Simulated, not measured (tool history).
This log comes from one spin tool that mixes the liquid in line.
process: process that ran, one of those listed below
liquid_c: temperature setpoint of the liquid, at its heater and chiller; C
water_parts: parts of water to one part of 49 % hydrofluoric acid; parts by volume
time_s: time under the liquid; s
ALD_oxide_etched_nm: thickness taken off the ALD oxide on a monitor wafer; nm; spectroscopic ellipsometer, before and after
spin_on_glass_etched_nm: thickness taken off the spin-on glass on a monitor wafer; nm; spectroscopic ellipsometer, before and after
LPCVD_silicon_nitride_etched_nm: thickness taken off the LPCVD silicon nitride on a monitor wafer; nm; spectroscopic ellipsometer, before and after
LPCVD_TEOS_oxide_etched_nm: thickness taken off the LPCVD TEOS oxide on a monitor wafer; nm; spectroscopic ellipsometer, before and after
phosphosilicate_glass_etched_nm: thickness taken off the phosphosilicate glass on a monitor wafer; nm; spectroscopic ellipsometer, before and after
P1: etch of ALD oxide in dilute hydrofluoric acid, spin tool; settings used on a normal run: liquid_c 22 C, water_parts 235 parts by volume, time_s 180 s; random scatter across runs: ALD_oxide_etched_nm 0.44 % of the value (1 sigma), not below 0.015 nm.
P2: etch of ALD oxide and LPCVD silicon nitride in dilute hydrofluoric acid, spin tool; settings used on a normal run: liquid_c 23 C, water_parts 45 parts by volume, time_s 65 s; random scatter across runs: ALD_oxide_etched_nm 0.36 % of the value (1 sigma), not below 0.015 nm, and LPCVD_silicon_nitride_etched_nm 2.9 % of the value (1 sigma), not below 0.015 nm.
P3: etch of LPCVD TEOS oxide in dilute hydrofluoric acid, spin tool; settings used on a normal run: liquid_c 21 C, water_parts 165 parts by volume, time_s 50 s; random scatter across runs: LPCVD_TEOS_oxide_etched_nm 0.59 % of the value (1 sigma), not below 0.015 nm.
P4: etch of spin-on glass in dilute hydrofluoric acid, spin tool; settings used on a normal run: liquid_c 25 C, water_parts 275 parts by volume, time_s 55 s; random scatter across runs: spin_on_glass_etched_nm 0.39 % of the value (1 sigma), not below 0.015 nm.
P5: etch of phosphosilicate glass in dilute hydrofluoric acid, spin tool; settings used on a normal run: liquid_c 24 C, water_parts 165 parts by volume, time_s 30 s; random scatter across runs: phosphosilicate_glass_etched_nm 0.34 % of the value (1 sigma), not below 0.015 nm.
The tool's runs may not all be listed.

run     day  process  liquid_c  water_parts  time_s  ALD_oxide_etched_nm  spin_on_glass_etched_nm  LPCVD_silicon_nitride_etched_nm  LPCVD_TEOS_oxide_etched_nm  phosphosilicate_glass_etched_nm
  1   0.658       P1        22          235     180               14.597
  2   1.358       P1        22           65     105               37.357
  3   1.679       P1        22          235     180               14.701
  4   2.167       P1        22          235     325               26.872
  5     2.5       P1        22          235     180               14.674
  6   2.817       P1        22          345     180               9.0644
  7   3.533       P4        25          415      55                                        3.9486
  8   3.983       P1        22          140     180               27.367
  9   4.338       P1        28          235     180               18.166
 10   4.958       P2        23           45      65               22.725                                                   0.81654
 11   5.675       P2        23           70      65                14.13                                                   0.52844
 12       6       P3        21           60      50                                                                                                     14.492
 13   6.421       P2        23           45     120                42.35                                                     1.417
 14   6.975       P4        25          275      55                                        6.7856
 15   7.558       P1        22          235     180               14.745
 16   8.171       P3        21          165      50                                                                                                     4.7242
 17   8.833       P5        24          165      15                                                                                                                                      7.9363
 18   9.492       P3        21          165      50                                                                                                     4.6468
 19   9.929       P2      31.5           45      65               32.107                                                    1.4441
 20   10.45       P5        18          165      30                                                                                                                                      12.546
 21  10.767       P5        24          165      30                                                                                                                                      15.874
 22  11.217       P1        18          235     180               12.696
 23  11.758       P1        22          235      15               1.2476
 24  12.258       P1        22          235     180               14.788
 25  12.783       P1        17          420     180               5.8768
 26  13.379       P4        25          275      55                                        6.7863
 27  13.871       P3        17          165      50                                                                                                      3.999
 28   14.35       P4        25          275      15                                        1.8676
 29  15.012       P3        21          165      15                                                                                                     1.4006

Expected results for the next run?
 30  15.338       P5        24          265      30                                                                                                                                           ?

phosphosilicate_glass_etched_nm: 8.8609 nm
